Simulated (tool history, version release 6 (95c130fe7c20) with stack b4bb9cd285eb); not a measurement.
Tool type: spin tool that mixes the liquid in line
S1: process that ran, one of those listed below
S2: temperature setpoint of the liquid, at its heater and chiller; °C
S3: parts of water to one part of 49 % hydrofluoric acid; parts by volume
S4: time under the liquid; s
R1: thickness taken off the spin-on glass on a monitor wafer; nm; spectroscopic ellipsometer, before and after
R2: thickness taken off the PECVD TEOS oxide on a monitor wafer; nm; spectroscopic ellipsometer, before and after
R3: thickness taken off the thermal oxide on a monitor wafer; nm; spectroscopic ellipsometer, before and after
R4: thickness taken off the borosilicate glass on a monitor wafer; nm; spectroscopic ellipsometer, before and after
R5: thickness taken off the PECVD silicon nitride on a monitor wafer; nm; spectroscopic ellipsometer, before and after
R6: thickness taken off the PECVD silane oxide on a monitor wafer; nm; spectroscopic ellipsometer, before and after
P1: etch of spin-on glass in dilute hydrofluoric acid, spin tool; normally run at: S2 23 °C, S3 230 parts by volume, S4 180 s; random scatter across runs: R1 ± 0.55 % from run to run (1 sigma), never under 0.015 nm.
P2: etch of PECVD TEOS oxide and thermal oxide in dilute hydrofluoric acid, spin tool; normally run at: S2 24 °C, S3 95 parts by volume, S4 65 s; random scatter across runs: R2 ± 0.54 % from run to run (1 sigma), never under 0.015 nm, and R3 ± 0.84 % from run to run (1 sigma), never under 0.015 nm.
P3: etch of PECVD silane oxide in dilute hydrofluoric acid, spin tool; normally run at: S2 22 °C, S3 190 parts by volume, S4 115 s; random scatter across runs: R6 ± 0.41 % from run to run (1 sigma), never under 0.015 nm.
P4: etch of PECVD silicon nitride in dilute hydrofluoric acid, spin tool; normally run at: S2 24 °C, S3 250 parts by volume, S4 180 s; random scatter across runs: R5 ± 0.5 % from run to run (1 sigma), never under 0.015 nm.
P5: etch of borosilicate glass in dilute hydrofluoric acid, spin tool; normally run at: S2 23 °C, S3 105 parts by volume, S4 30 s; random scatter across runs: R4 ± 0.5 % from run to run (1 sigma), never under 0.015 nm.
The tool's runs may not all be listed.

| run | day | S1 | S2 | S3 | S4 | R1 | R2 | R3 | R4 | R5 | R6 |
|---|---|---|---|---|---|---|---|---|---|---|---|
| 1 | 0.346 | P1 | 23 | 230 | 180 | 31.969 |  |  |  |  |  |
| 2 | 0.592 | P2 | 24 | 95 | 65 |  | 5.9579 | 3.2191 |  |  |  |
| 3 | 0.9 | P5 | 23 | 105 | 65 |  |  |  | 19.435 |  |  |
| 4 | 1.225 | P1 | 18 | 230 | 180 | 26.297 |  |  |  |  |  |
| 5 | 1.512 | P4 | 24 | 250 | 180 |  |  |  |  | 4.0489 |  |
| 6 | 1.842 | P3 | 29.5 | 190 | 115 |  |  |  |  |  | 9.9206 |
| 7 | 2.046 | P2 | 24 | 95 | 65 |  | 5.9745 | 3.197 |  |  |  |
| 8 | 2.271 | P1 | 23 | 130 | 180 | 62.242 |  |  |  |  |  |
| 9 | 2.533 | P1 | 23 | 230 | 180 | 32.233 |  |  |  |  |  |
| 10 | 2.738 | P1 | 23 | 230 | 360 | 63.461 |  |  |  |  |  |
| 11 | 3.083 | P1 | 23 | 315 | 180 | 21.361 |  |  |  |  |  |
| 12 | 3.388 | P4 | 17 | 250 | 180 |  |  |  |  | 2.5931 |  |
| 13 | 3.542 | P3 | 22 | 330 | 115 |  |  |  |  |  | 3.8365 |
| 14 | 3.858 | P1 | 23 | 230 | 180 | 32.04 |  |  |  |  |  |
| 15 | 4.012 | P1 | 23 | 375 | 350 | 33.022 |  |  |  |  |  |
| 16 | 4.271 | P1 | 27.5 | 230 | 315 | 65.443 |  |  |  |  |  |
| 17 | 4.467 | P1 | 23 | 230 | 40 | 7.0624 |  |  |  |  |  |
| 18 | 4.717 | P5 | 23 | 105 | 30 |  |  |  | 8.9416 |  |  |
| 19 | 4.938 | P1 | 23 | 230 | 180 | 32.186 |  |  |  |  |  |
| 20 | 5.088 | P2 | 24 | 95 | 15 |  | 1.3903 | 0.72034 |  |  |  |
| 21 | 5.425 | P4 | 24 | 355 | 180 |  |  |  |  | 2.905 |  |
| 22 | 5.633 | P3 | 22 | 190 | 115 |  |  |  |  |  | 7.6311 |
| 23 | 5.817 | P1 | 28.5 | 230 | 65 | 13.945 |  |  |  |  |  |
| 24 | 6.017 | P5 | 30 | 105 | 30 |  |  |  | 11.652 |  |  |
| 25 | 6.208 | P5 | 23 | 105 | 30 |  |  |  | 8.8483 |  |  |
| 26 | 6.55 | P1 | 31 | 230 | 180 | 41.998 |  |  |  |  |  |
| 27 | 6.783 | P4 | 24 | 250 | 315 |  |  |  |  | 7.2061 |  |
| 28 | 6.95 | P5 | 23 | 185 | 30 |  |  |  | 4.6265 |  |  |
| 29 | 7.179 | P4 | 24 | 250 | 180 |  |  |  |  | 4.1277 |  |
| 30 | 7.346 | P2 | 24 | 40 | 65 |  | 15.282 | 8.1933 |  |  |  |
| 31 | 7.562 | P1 | 23 | 230 | 180 | 31.599 |  |  |  |  |  |
| 32 | 7.771 | P2 | 30.5 | 95 | 65 |  | 7.7185 | 4.1403 |  |  |  |
| 33 | 8.042 | P3 | 22 | 190 | 50 |  |  |  |  |  | 3.3178 |
| 34 | 8.304 | P1 | 23 | 230 | 180 | 31.84 |  |  |  |  |  |
| 35 | 8.621 | P1 | 23 | 230 | 180 | 33.103 |  |  |  |  |  |
| 36 | 8.896 | P1 | 23 | 230 | 180 | 33.498 |  |  |  |  |  |
| 37 | 9.108 | P1 | 23 | 230 | 180 | 34.078 |  |  |  |  |  |
| 38 | 9.338 | P1 | 23 | 230 | 180 | 33.909 |  |  |  |  |  |
| 39 | 9.571 | P1 | 23 | 230 | 180 | 34.145 |  |  |  |  |  |
| 40 | 9.804 | P1 | 23 | 230 | 180 | 34.21 |  |  |  |  |  |

What P1 gives has crept off from where it sat before. The 2 causes that follow fit the log equally well, each at the size noted:
A: liquid hotter than its thermometer reads (K) = 1.96
B: hydrofluoric acid flow above the setpoint (%) = 5.95
The onset of the drift is placed at about day 8.304.

Which of the 4 check runs listed below separates the causes, so that each cause would produce a clearly different result? Each run uses one wafer, and its results are marked with question marks.
| check 1 | 10.038 | P3 | 22 | 190 | 115 |  |  |  |  |  | ? |
| check 2 | 10.038 | P2 | 24 | 95 | 65 |  | ? | ? |  |  |  |
| check 3 | 10.038 | P5 | 23 | 105 | 30 |  |  |  | ? |  |  |
| check 4 | 10.038 | P4 | 24 | 250 | 180 |  |  |  |  | ? |  |

How each check would come out, cause by cause:
| check | result | if A | if B |
|---|---|---|---|
| check 1 | R6 | 8.1885 | 8.1494 |
| check 2 | R2 | 6.4603 | 6.3783 |
| check 2 | R3 | 3.4582 | 3.4143 |
| check 3 | R4 | 9.6251 | 9.5055 |
| check 4 | R5 | 4.6251 | 4.3415 |
Gap, in per cent, between the two causes that each check separates least, read from the result that separates them most: check 1 0.48 %; check 2 1.28 %; check 3 1.25 %; check 4 6.33 %
The other checks would show nearly matching results whichever cause is true, so check 4 is the only one that separates the causes.

Check 4 has now been run. It gave: R5 4.3512 nm. Which of the candidate causes is it?

It was cause B: hydrofluoric acid flow above the setpoint (%).
